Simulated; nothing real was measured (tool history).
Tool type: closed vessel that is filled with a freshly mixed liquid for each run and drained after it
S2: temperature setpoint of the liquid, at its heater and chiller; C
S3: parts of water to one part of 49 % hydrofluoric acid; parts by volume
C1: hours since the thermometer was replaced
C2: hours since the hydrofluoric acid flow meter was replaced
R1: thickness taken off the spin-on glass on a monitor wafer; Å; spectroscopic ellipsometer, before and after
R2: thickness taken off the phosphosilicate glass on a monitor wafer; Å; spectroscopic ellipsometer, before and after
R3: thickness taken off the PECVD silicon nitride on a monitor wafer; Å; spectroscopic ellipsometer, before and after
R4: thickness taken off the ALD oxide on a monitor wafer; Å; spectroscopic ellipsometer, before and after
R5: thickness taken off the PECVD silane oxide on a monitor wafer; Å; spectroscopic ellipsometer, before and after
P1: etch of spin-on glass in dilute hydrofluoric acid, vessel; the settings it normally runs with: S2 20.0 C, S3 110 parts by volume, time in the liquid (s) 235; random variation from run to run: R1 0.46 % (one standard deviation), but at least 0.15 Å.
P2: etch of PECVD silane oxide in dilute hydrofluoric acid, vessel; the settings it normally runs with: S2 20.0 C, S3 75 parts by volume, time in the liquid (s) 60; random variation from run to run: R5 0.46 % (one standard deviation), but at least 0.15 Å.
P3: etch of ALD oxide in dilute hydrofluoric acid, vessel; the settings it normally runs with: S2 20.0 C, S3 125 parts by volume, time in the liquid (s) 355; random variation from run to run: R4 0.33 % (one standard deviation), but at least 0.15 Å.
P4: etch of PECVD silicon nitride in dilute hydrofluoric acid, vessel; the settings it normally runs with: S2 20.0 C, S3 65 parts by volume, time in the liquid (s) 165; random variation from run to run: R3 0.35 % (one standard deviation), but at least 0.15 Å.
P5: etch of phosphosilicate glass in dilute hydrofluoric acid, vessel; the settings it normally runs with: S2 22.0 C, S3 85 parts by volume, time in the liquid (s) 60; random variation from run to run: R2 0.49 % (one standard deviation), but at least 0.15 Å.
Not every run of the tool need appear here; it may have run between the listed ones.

{"run": 1, "hour": 10.8, "process that ran": "P1", "S2": 20.0, "S3": 110, "time in the liquid (s)": 235, "C1": 384.4, "C2": 894.6, "R1": 382.25}
{"run": 2, "hour": 23.5, "process that ran": "P5", "S2": 17.0, "S3": 85, "time in the liquid (s)": 60, "C1": 397.1, "C2": 907.3, "R2": 742.97}
{"run": 3, "hour": 32.4, "process that ran": "P1", "S2": 20.0, "S3": 110, "time in the liquid (s)": 235, "C1": 406.0, "C2": 916.2, "R1": 383.25}
{"run": 4, "hour": 43.4, "process that ran": "P1", "S2": 26.5, "S3": 110, "time in the liquid (s)": 235, "C1": 417.0, "C2": 927.2, "R1": 494.69}
{"run": 5, "hour": 53.4, "process that ran": "P5", "S2": 22.0, "S3": 85, "time in the liquid (s)": 60, "C1": 427.0, "C2": 937.2, "R2": 930.51}
{"run": 6, "hour": 65.8, "process that ran": "P5", "S2": 22.0, "S3": 85, "time in the liquid (s)": 60, "C1": 439.4, "C2": 949.6, "R2": 924.12}
{"run": 7, "hour": 74.7, "process that ran": "P1", "S2": 20.0, "S3": 110, "time in the liquid (s)": 235, "C1": 448.3, "C2": 958.5, "R1": 385.5}
{"run": 8, "hour": 83.5, "process that ran": "P1", "S2": 20.0, "S3": 110, "time in the liquid (s)": 235, "C1": 457.1, "C2": 967.3, "R1": 378.92}
{"hour": 87.0, "done": "thermometer replaced"}
{"run": 9, "hour": 96.1, "process that ran": "P1", "S2": 20.0, "S3": 195, "time in the liquid (s)": 235, "C1": 9.1, "C2": 979.9, "R1": 199.25}
{"run": 10, "hour": 106.3, "process that ran": "P4", "S2": 20.0, "S3": 100, "time in the liquid (s)": 165, "C1": 19.3, "C2": 990.1, "R3": 71.871}
{"run": 11, "hour": 117.0, "process that ran": "P3", "S2": 20.0, "S3": 125, "time in the liquid (s)": 85, "C1": 30.0, "C2": 1000.8, "R4": 67.769}
{"run": 12, "hour": 126.2, "process that ran": "P3", "S2": 20.0, "S3": 65, "time in the liquid (s)": 355, "C1": 39.2, "C2": 1010.0, "R4": 583.26}
{"run": 13, "hour": 134.0, "process that ran": "P2", "S2": 20.0, "S3": 75, "time in the liquid (s)": 60, "C1": 47.0, "C2": 1017.8, "R5": 166.99}
{"run": 14, "hour": 140.1, "process that ran": "P4", "S2": 20.0, "S3": 65, "time in the liquid (s)": 30, "C1": 53.1, "C2": 1023.9, "R3": 19.813}
{"run": 15, "hour": 148.3, "process that ran": "P1", "S2": 17.0, "S3": 110, "time in the liquid (s)": 30, "C1": 61.3, "C2": 1032.1, "R1": 43.068}
{"run": 16, "hour": 155.8, "process that ran": "P1", "S2": 20.0, "S3": 110, "time in the liquid (s)": 55, "C1": 68.8, "C2": 1039.6, "R1": 89.038}
{"run": 17, "hour": 167.0, "process that ran": "P2", "S2": 20.0, "S3": 75, "time in the liquid (s)": 60, "C1": 80.0, "C2": 1050.8, "R5": 166.81}
{"run": 18, "hour": 177.6, "process that ran": "P5", "S2": 22.0, "S3": 85, "time in the liquid (s)": 30, "C1": 90.6, "C2": 1061.4, "R2": 462.38}
{"run": 19, "hour": 183.1, "process that ran": "P2", "S2": 20.0, "S3": 75, "time in the liquid (s)": 30, "C1": 96.1, "C2": 1066.9, "R5": 83.127}
{"run": 20, "hour": 193.9, "process that ran": "P5", "S2": 22.0, "S3": 125, "time in the liquid (s)": 60, "C1": 106.9, "C2": 1077.7, "R2": 600.75}
{"run": 21, "hour": 203.7, "process that ran": "P4", "S2": 20.0, "S3": 65, "time in the liquid (s)": 165, "C1": 116.7, "C2": 1087.5, "R3": 108.89}
{"run": 22, "hour": 215.3, "process that ran": "P1", "S2": 20.0, "S3": 110, "time in the liquid (s)": 340, "C1": 128.3, "C2": 1099.1, "R1": 554.42}
{"run": 23, "hour": 220.8, "process that ran": "P1", "S2": 20.0, "S3": 110, "time in the liquid (s)": 235, "C1": 133.8, "C2": 1104.6, "R1": 384.68}
{"run": 24, "hour": 231.9, "process that ran": "P4", "S2": 17.0, "S3": 65, "time in the liquid (s)": 165, "C1": 144.9, "C2": 1115.7, "R3": 88.498}
{"run": 25, "hour": 238.8, "process that ran": "P2", "S2": 25.0, "S3": 75, "time in the liquid (s)": 60, "C1": 151.8, "C2": 1122.6, "R5": 204.35}
{"run": 26, "hour": 248.1, "process that ran": "P1", "S2": 17.0, "S3": 110, "time in the liquid (s)": 235, "C1": 161.1, "C2": 1131.9, "R1": 337.83}
{"run": 27, "hour": 260.1, "process that ran": "P1", "S2": 27.0, "S3": 110, "time in the liquid (s)": 370, "C1": 173.1, "C2": 1143.9, "R1": 792.37}
{"run": 28, "hour": 272.6, "process that ran": "P1", "S2": 20.0, "S3": 110, "time in the liquid (s)": 235, "C1": 185.6, "C2": 1156.4, "R1": 385.43}
{"run": 29, "hour": 282.5, "process that ran": "P3", "S2": 20.0, "S3": 125, "time in the liquid (s)": 355, "C1": 195.5, "C2": 1166.3, "R4": 284.67}
{"run": 30, "hour": 295.1, "process that ran": "P3", "S2": 26.5, "S3": 125, "time in the liquid (s)": 355, "C1": 208.1, "C2": 1178.9, "R4": 367.88}
{"run": 31, "hour": 304.8, "process that ran": "P2", "S2": 20.0, "S3": 130, "time in the liquid (s)": 60, "C1": 217.8, "C2": 1188.6, "R5": 90.773}
{"run": 32, "hour": 314.4, "process that ran": "P1", "S2": 20.0, "S3": 40, "time in the liquid (s)": 235, "C1": 227.4, "C2": 1198.2, "R1": 1141.0}
{"run": 33, "hour": 323.6, "process that ran": "P1", "S2": 20.0, "S3": 110, "time in the liquid (s)": 235, "C1": 236.6, "C2": 1207.4, "R1": 384.1}
{"run": 34, "hour": 335.8, "process that ran": "P1", "S2": 20.0, "S3": 110, "time in the liquid (s)": 235, "C1": 248.8, "C2": 1219.6, "R1": 383.09}
{"run": 35, "hour": 345.7, "process that ran": "P1", "S2": 20.0, "S3": 110, "time in the liquid (s)": 235, "C1": 258.7, "C2": 1229.5, "R1": 369.87}
{"run": 36, "hour": 353.0, "process that ran": "P1", "S2": 20.0, "S3": 110, "time in the liquid (s)": 235, "C1": 266.0, "C2": 1236.8, "R1": 363.29}
{"run": 37, "hour": 363.9, "process that ran": "P1", "S2": 20.0, "S3": 110, "time in the liquid (s)": 235, "C1": 276.9, "C2": 1247.7, "R1": 356.85}
{"run": 38, "hour": 371.6, "process that ran": "P1", "S2": 20.0, "S3": 110, "time in the liquid (s)": 235, "C1": 284.6, "C2": 1255.4, "R1": 358.1}
{"run": 39, "hour": 382.0, "process that ran": "P1", "S2": 20.0, "S3": 110, "time in the liquid (s)": 235, "C1": 295.0, "C2": 1265.8, "R1": 356.3}
{"run": 40, "hour": 394.3, "process that ran": "P1", "S2": 20.0, "S3": 110, "time in the liquid (s)": 235, "C1": 307.3, "C2": 1278.1, "R1": 351.42}

The output of P1 has drifted from where it used to be. Each of the 2 causes below, taken at the size shown beside it, accounts for the log equally well:
A: hydrofluoric acid flow below the setpoint (%) = 6.86
B: liquid colder than its thermometer reads (K) = 1.95
The process output started creeping at around hour 335.8.

Consider the 4 check runs below, whose results appear as question marks and each of which averages 2 wafers. Which one distinguishes the causes, in that each cause would give it a clearly different result?
{"run": "check 1", "hour": 406.6, "process that ran": "P5", "S2": 17.0, "S3": 85, "time in the liquid (s)": 35, "R2": "?"}
{"run": "check 2", "hour": 406.6, "process that ran": "P3", "S2": 25.5, "S3": 70, "time in the liquid (s)": 355, "R4": "?"}
{"run": "check 3", "hour": 406.6, "process that ran": "P4", "S2": 20.0, "S3": 100, "time in the liquid (s)": 35, "R3": "?"}
{"run": "check 4", "hour": 406.6, "process that ran": "P2", "S2": 20.0, "S3": 130, "time in the liquid (s)": 30, "R5": "?"}

What each check would give under each cause:
check=check_1 result=R2 if_A=404.11 if_B=401.69
check=check_2 result=R4 if_A=627.190 if_B=626.770
check=check_3 result=R3 if_A=14.189 if_B=13.304
check=check_4 result=R5 if_A=41.663 if_B=41.742
Minimum pairwise separation of causes per check, each pair taken at its best-separating result: check 1 0.6 %; check 2 0.07 %; check 3 6.44 %; check 4 0.19 %
Check 3 is the one run that separates the causes; every other check would come out nearly the same whichever cause is at work.

After running check 3, the following was obtained: R3 13.365 Å. Which cause does this point to?

The cause is B: liquid colder than its thermometer reads (K).
